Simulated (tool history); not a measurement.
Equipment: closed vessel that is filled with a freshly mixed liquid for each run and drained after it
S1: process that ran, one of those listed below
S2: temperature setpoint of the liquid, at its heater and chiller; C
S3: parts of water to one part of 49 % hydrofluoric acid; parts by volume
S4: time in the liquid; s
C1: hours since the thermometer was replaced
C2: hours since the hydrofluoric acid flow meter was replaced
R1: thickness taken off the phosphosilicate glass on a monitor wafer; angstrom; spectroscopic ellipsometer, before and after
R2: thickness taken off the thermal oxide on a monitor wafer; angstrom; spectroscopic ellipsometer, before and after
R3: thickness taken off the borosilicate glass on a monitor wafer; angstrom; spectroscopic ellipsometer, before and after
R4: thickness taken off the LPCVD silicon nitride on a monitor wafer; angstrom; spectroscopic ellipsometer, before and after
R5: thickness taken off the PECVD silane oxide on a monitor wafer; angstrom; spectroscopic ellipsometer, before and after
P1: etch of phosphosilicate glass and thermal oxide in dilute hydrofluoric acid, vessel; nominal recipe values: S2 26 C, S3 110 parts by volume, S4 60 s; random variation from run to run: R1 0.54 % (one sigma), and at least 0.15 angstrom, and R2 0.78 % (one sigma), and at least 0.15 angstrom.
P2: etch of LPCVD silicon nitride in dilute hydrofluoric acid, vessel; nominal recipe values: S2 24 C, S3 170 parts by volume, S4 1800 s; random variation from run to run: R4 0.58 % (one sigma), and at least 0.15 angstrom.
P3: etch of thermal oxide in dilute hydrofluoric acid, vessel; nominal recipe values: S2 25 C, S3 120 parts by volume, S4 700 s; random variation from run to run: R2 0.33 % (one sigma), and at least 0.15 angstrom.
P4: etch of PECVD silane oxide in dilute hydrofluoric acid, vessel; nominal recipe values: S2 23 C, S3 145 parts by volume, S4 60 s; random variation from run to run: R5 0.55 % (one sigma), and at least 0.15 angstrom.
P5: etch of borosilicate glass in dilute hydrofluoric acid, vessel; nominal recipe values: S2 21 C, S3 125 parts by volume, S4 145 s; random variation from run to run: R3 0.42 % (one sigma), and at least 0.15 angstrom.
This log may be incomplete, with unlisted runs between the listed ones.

| run | hour | S1 | S2 | S3 | S4 | C1 | C2 | R1 | R2 | R3 | R4 | R5 |
|---|---|---|---|---|---|---|---|---|---|---|---|---|
| 1 | 7.8 | P1 | 26 | 110 | 60 | 688.5 | 315.3 | 611.4 | 25.962 |  |  |  |
| 2 | 19.8 | P1 | 26 | 110 | 60 | 700.5 | 327.3 | 614.71 | 26.428 |  |  |  |
| 3 | 30.2 | P1 | 20 | 110 | 60 | 710.9 | 337.7 | 482.14 | 20.744 |  |  |  |
| 4 | 46.2 | P5 | 17 | 125 | 145 | 726.9 | 353.7 |  |  | 143.97 |  |  |
| 5 | 62.2 | P1 | 26 | 110 | 60 | 742.9 | 369.7 | 610.58 | 26.093 |  |  |  |
| 6 | 71 | P2 | 24 | 170 | 1800 | 751.7 | 378.5 |  |  |  | 52.965 |  |
| 7 | 80.8 | P1 | 26 | 110 | 60 | 761.5 | 388.3 | 607.3 | 25.802 |  |  |  |
| 8 | 93.2 | P2 | 24 | 170 | 1800 | 773.9 | 400.7 |  |  |  | 52.06 |  |
| 9 | 104 | P1 | 26 | 110 | 30 | 784.7 | 411.5 | 302.37 | 12.803 |  |  |  |
| 10 | 118.3 | P2 | 24 | 295 | 1800 | 799 | 425.8 |  |  |  | 30.066 |  |
| 11 | 133.9 | P1 | 26 | 190 | 90 | 814.6 | 441.4 | 482.93 | 20.694 |  |  |  |
| 12 | 142.8 | P3 | 25 | 120 | 700 | 823.5 | 450.3 |  | 283.94 |  |  |  |
| 13 | 152.2 | P1 | 26 | 110 | 60 | 832.9 | 459.7 | 609.76 | 26.344 |  |  |  |
| 14 | 168.6 | P3 | 19 | 120 | 700 | 849.3 | 476.1 |  | 223.33 |  |  |  |
| 15 | 183.5 | P4 | 28.5 | 145 | 60 | 864.2 | 491 |  |  |  |  | 67.394 |
| 16 | 192.6 | P5 | 21 | 125 | 145 | 873.3 | 500.1 |  |  | 169.78 |  |  |
| 17 | 203.6 | P4 | 23 | 30 | 60 | 884.3 | 511.1 |  |  |  |  | 308.13 |
| 18 | 215.1 | P1 | 26 | 110 | 60 | 895.8 | 522.6 | 610.55 | 26.098 |  |  |  |
| 19 | 232.1 | P3 | 25 | 25 | 700 | 912.8 | 539.6 |  | 1548.8 |  |  |  |
| 20 | 243.9 | P2 | 24 | 170 | 3390 | 924.6 | 551.4 |  |  |  | 98.035 |  |
| 21 | 259.4 | P1 | 26 | 25 | 60 | 940.1 | 566.9 | 3033.4 | 128.71 |  |  |  |
| 22 | 277.2 | P5 | 21 | 125 | 30 | 957.9 | 584.7 |  |  | 34.887 |  |  |
| 23 | 288.9 | P1 | 32.5 | 110 | 60 | 969.6 | 596.4 | 777.69 | 33.458 |  |  |  |
| 24 | 302.1 | P1 | 26 | 110 | 100 | 982.8 | 609.6 | 1018.2 | 43.361 |  |  |  |
| 25 | 315.4 | P2 | 28.5 | 170 | 1800 | 996.1 | 622.9 |  |  |  | 68.72 |  |
| 26 | 331.4 | P1 | 26 | 190 | 60 | 1012.1 | 638.9 | 321.65 | 13.863 |  |  |  |
| 27 | 341.8 | P5 | 21 | 210 | 145 | 1022.5 | 649.3 |  |  | 91.618 |  |  |
| 28 | 354.6 | P4 | 23 | 145 | 90 | 1035.3 | 662.1 |  |  |  |  | 81.814 |
| 29 | 363.4 | P3 | 25 | 120 | 1315 | 1044.1 | 670.9 |  | 530.26 |  |  |  |
| 30 | 373.3 | P4 | 23 | 145 | 60 | 1054 | 680.8 |  |  |  |  | 54.669 |
| 31 | 386.4 | P1 | 26 | 110 | 60 | 1067.1 | 693.9 | 606.24 | 26.55 |  |  |  |
| 32 | 401.7 | P1 | 26 | 110 | 60 | 1082.4 | 709.2 | 607.01 | 26.132 |  |  |  |
| 33 | 419 | P1 | 26 | 110 | 60 | 1099.7 | 726.5 | 591.1 | 25.746 |  |  |  |
| 34 | 428.3 | P1 | 26 | 110 | 60 | 1109 | 735.8 | 581.17 | 25.174 |  |  |  |
| 35 | 442.5 | P1 | 26 | 110 | 60 | 1123.2 | 750 | 576.97 | 25.065 |  |  |  |
| 36 | 453.5 | P1 | 26 | 110 | 60 | 1134.2 | 761 | 569.54 | 24.704 |  |  |  |
| 37 | 467.7 | P1 | 26 | 110 | 60 | 1148.4 | 775.2 | 575.29 | 24.239 |  |  |  |
| 38 | 481.8 | P1 | 26 | 110 | 60 | 1162.5 | 789.3 | 572.58 | 24.542 |  |  |  |
| 39 | 492.9 | P1 | 26 | 110 | 60 | 1173.6 | 800.4 | 570.9 | 24.728 |  |  |  |
| 40 | 506 | P1 | 26 | 110 | 60 | 1186.7 | 813.5 | 574.75 | 24.343 |  |  |  |

Something has made what P1 gives creep away from where it was; the 2 causes below, each at its own stated size, fit the log equally well:
A: liquid colder than its thermometer reads (K) = 1.65
B: hydrofluoric acid flow below the setpoint (%) = 5.45
At approximately hour 401.7, the process output began to creep.

Listed below are the offered check runs, one wafer per run, with question marks in place of results. For which of them would the causes give clearly different outcomes?
| check 1 | 519.1 | P3 | 25 | 120 | 1255 |  |  |  | ? |  |  |  |
| check 2 | 519.1 | P5 | 21 | 175 | 75 |  |  |  |  | ? |  |  |
| check 3 | 519.1 | P2 | 24 | 170 | 3365 |  |  |  |  |  | ? |  |
| check 4 | 519.1 | P4 | 23 | 65 | 60 |  |  |  |  |  |  | ? |

Check results expected under each cause:
| check | result | if A | if B |
|---|---|---|---|
| check 1 | R2 | 476.2 | 476.13 |
| check 2 | R3 | 55.48 | 55.376 |
| check 3 | R4 | 87.543 | 92.114 |
| check 4 | R5 | 125.08 | 126 |
Gap, in per cent, between the two causes that each check separates least, read from the result that separates them most: check 1 0.01 %; check 2 0.19 %; check 3 5.09 %; check 4 0.73 %
Of the check runs offered, only check 3 discriminates between the causes; the rest would read about the same regardless of which cause applies.

Here is what check 3 returned: R4 87.921 angstrom. Which cause is it?

It was cause A: liquid colder than its thermometer reads (K).
